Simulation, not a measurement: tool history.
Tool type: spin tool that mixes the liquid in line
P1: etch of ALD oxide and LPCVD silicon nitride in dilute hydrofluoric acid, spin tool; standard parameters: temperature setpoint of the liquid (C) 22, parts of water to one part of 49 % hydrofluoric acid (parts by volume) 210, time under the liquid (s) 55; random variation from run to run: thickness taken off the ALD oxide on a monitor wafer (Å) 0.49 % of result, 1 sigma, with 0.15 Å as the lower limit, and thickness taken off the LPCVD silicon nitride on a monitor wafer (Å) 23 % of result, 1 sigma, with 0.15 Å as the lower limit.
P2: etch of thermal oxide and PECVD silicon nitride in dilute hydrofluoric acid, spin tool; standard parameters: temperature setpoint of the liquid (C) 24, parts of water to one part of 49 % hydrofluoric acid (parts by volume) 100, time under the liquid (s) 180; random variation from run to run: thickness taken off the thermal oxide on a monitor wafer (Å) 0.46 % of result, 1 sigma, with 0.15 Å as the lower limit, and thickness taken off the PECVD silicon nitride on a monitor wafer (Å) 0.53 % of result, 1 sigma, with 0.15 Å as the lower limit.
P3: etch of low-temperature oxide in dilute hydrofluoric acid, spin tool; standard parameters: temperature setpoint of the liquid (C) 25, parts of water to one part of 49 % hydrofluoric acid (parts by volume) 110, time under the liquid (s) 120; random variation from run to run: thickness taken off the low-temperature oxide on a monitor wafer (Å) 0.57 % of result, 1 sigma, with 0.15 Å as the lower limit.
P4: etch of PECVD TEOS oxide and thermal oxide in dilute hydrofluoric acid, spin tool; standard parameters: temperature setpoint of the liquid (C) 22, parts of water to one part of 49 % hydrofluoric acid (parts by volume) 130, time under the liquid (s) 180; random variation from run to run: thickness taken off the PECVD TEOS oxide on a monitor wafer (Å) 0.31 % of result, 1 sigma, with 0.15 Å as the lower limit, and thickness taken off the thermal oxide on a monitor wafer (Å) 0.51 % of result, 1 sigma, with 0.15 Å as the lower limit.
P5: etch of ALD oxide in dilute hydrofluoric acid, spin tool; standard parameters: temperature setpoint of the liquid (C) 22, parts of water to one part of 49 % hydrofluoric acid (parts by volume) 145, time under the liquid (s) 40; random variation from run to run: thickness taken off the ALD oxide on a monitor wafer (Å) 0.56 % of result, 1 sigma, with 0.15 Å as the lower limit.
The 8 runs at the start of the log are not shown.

run   hour  process that ran  temperature setpoint of the liquid (C)  parts of water to one part of 49 % hydrofluoric acid (parts by volume)  time under the liquid (s)  hours since the thermometer was replaced  hours since the hydrofluoric acid flow meter was replaced  thickness taken off the ALD oxide on a monitor wafer (Å)  thickness taken off the LPCVD silicon nitride on a monitor wafer (Å)  thickness taken off the PECVD TEOS oxide on a monitor wafer (Å)  thickness taken off the thermal oxide on a monitor wafer (Å)  thickness taken off the PECVD silicon nitride on a monitor wafer (Å)  thickness taken off the low-temperature oxide on a monitor wafer (Å)
  9   74.3                P2                                      24                                                                     160                        180                                     971.3                                                      487.7                                                                                                                                                                                                                                                         48.281                                                                28.114
 10   79.8                P1                                      22                                                                     210                         15                                     976.8                                                      493.2                                                     14.07                                                             6.5706e-4
 11   91.1                P3                                      25                                                                      20                        120                                     988.1                                                      504.5                                                                                                                                                                                                                                                                                                                                                                                                     1296.8
 12  102.7                P2                                      24                                                                     100                         20                                     999.7                                                      516.1                                                                                                                                                                                                                                                          9.229                                                                5.0507
 13  112.5                P1                                      22                                                                     375                         55                                    1009.5                                                      525.9                                                    24.438                                                             1.9437e-1
 14  118.6                P2                                      19                                                                     100                        180                                    1015.6                                                        532                                                                                                                                                                                                                                                         67.691                                                                31.669
 15    127                P5                                      22                                                                     145                         40                                      1024                                                      540.4                                                    64.768
 16  134.7                P1                                      22                                                                     130                         55                                    1031.7                                                      548.1                                                    89.993                                                              1.8553e0
 17  140.3                P1                                      22                                                                     210                         55                                    1037.3                                                      553.7                                                    50.361                                                             9.2515e-1
 18    146                P1                                      22                                                                     210                         55                                      1043                                                      559.4                                                    50.347                                                              1.3045e0
 19  157.8                P5                                      22                                                                     235                         40                                    1054.8                                                      571.2                                                    36.061
 20  168.1                P3                                      25                                                                     110                        120                                    1065.1                                                      581.5                                                                                                                                                                                                                                                                                                                                                                                                      211.8
 21  179.5                P3                                      18                                                                     110                        120                                    1076.5                                                      592.9                                                                                                                                                                                                                                                                                                                                                                                                     158.41
 22  186.2                P2                                      24                                                                     100                        180                                    1083.2                                                      599.6                                                                                                                                                                                                                                                          82.95                                                                44.061
 23    192                P1                                      22                                                                     210                         85                                      1089                                                      605.4                                                    79.206                                                              2.2859e0
 24  199.2                P4                                      22                                                                     215                        180                                    1096.2                                                      612.6                                                                                                                                                                                           60.154                                                        34.894
 25  205.7                P1                                    28.5                                                                     210                         55                                    1102.7                                                      619.1                                                    64.148                                                              1.7921e0
 26  215.1                P1                                      22                                                                     210                         55                                    1112.1                                                      628.5                                                    51.228                                                               1.561e0
 27  223.1                P4                                      22                                                                     130                        180                                    1120.1                                                      636.5                                                                                                                                                                                           109.35                                                        62.939
     223.8  -- hydrofluoric acid flow meter replaced
 28  229.7                P1                                      17                                                                     210                         55                                    1126.7                                                          6                                                     41.79                                                             3.4675e-1
 29  239.2                P3                                      25                                                                     110                        120                                    1136.2                                                       15.5                                                                                                                                                                                                                                                                                                                                                                                                     208.84
 30  248.6                P5                                    26.5                                                                     145                         40                                    1145.6                                                       24.9                                                    76.447
 31  254.5                P3                                      25                                                                     110                        235                                    1151.5                                                       30.8                                                                                                                                                                                                                                                                                                                                                                                                     408.64
 32  259.7                P1                                      22                                                                     210                         55                                    1156.7                                                         36                                                    50.597                                                                1.53e0
 33    265                P1                                      22                                                                     210                         55                                      1162                                                       41.3                                                    49.797                                                             8.2227e-1

The next listed run, before its measurement:
 34  275.6                P1                                      22                                                                     210                         55                                    1172.6                                                       51.9                                                         ?                                                                     ?

Run 34 yielded thickness taken off the ALD oxide on a monitor wafer (Å) 48.312, thickness taken off the LPCVD silicon nitride on a monitor wafer (Å) 1.1199e0.

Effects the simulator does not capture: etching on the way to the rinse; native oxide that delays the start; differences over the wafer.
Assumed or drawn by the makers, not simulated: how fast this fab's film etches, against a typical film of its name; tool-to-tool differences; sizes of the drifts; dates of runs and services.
